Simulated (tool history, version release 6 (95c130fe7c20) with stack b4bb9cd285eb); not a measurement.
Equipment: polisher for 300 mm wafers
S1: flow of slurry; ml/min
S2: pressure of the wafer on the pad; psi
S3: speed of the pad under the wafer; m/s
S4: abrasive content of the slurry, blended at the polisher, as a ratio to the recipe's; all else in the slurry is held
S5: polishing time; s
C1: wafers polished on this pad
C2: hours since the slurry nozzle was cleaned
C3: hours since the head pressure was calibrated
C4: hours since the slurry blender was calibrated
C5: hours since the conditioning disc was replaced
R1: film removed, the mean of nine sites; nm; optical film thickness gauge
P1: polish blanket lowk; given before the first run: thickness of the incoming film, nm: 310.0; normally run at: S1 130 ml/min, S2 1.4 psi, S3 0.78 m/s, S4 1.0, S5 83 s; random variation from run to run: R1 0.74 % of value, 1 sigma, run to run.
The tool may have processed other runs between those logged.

| run | day | S1 | S2 | S3 | S4 | S5 | C1 | C2 | C3 | C4 | C5 | R1 |
|---|---|---|---|---|---|---|---|---|---|---|---|---|
| 1 | 0.154 | 130 | 1.4 | 0.78 | 1.0 | 83 | 102 | 177.4 | 380.3 | 104.9 | 111.8 | 17.8310 |
| 2 | 0.458 | 130 | 1.8 | 0.78 | 1.0 | 116 | 155 | 184.7 | 387.6 | 112.2 | 119.1 | 31.3920 |
|  | 0.571 | head pressure recalibrated |
| 3 | 0.633 | 130 | 1.4 | 0.78 | 1.4 | 83 | 185 | 188.9 | 1.6 | 116.4 | 123.3 | 20.2900 |
| 4 | 0.904 | 130 | 1.4 | 0.78 | 0.6 | 83 | 232 | 195.4 | 8.1 | 122.9 | 129.8 | 13.5300 |
| 5 | 1.062 | 130 | 1.4 | 0.78 | 1.0 | 83 | 260 | 199.2 | 11.9 | 126.7 | 133.6 | 17.6920 |
| 6 | 1.212 | 130 | 1.8 | 0.78 | 1.0 | 83 | 286 | 202.8 | 15.5 | 130.3 | 137.2 | 22.5710 |
| 7 | 1.471 | 130 | 1.4 | 0.78 | 1.0 | 59 | 330 | 209.0 | 21.7 | 136.5 | 143.4 | 12.5920 |
| 8 | 1.775 | 130 | 1.4 | 1.14 | 1.0 | 83 | 383 | 216.3 | 29.0 | 143.8 | 150.7 | 23.8830 |
| 9 | 2.050 | 130 | 0.7 | 0.78 | 1.0 | 83 | 431 | 222.9 | 35.6 | 150.4 | 157.3 | 8.7635 |
| 10 | 2.208 | 130 | 1.4 | 0.78 | 1.0 | 83 | 458 | 226.7 | 39.4 | 154.2 | 161.1 | 17.4870 |
| 11 | 2.412 | 130 | 1.4 | 0.78 | 1.0 | 83 | 494 | 231.6 | 44.3 | 159.1 | 166.0 | 17.7030 |
| 12 | 2.708 | 130 | 1.4 | 0.36 | 1.0 | 83 | 545 | 238.7 | 51.4 | 166.2 | 173.1 | 9.5201 |
| 13 | 2.925 | 80 | 1.4 | 0.78 | 1.0 | 83 | 582 | 243.9 | 56.6 | 171.4 | 178.3 | 15.6810 |
|  | 3.092 | slurry blender recalibrated |
| 14 | 3.204 | 130 | 1.4 | 0.78 | 1.0 | 83 | 631 | 250.6 | 63.3 | 2.8 | 185.0 | 17.5980 |
| 15 | 3.367 | 130 | 1.4 | 0.78 | 1.0 | 123 | 659 | 254.5 | 67.2 | 6.7 | 188.9 | 25.9530 |
| 16 | 3.688 | 205 | 1.4 | 0.78 | 1.0 | 83 | 715 | 262.2 | 74.9 | 14.4 | 196.6 | 19.2180 |
| 17 | 4.012 | 130 | 1.4 | 0.78 | 1.0 | 83 | 771 | 270.0 | 82.7 | 22.2 | 204.4 | 17.6020 |
| 18 | 4.254 | 130 | 1.4 | 0.78 | 1.0 | 83 | 813 | 275.8 | 88.5 | 28.0 | 210.2 | 17.6360 |
| 19 | 4.467 | 130 | 1.4 | 0.78 | 1.0 | 83 | 850 | 280.9 | 93.6 | 33.1 | 215.3 | 17.8390 |

Expected results for the next run?
| 20 | 4.762 | 130 | 1.4 | 0.78 | 1.0 | 83 | 901 | 288.0 | 100.7 | 40.2 | 222.4 | ? |

{"run 20": {"R1": 16.967}}
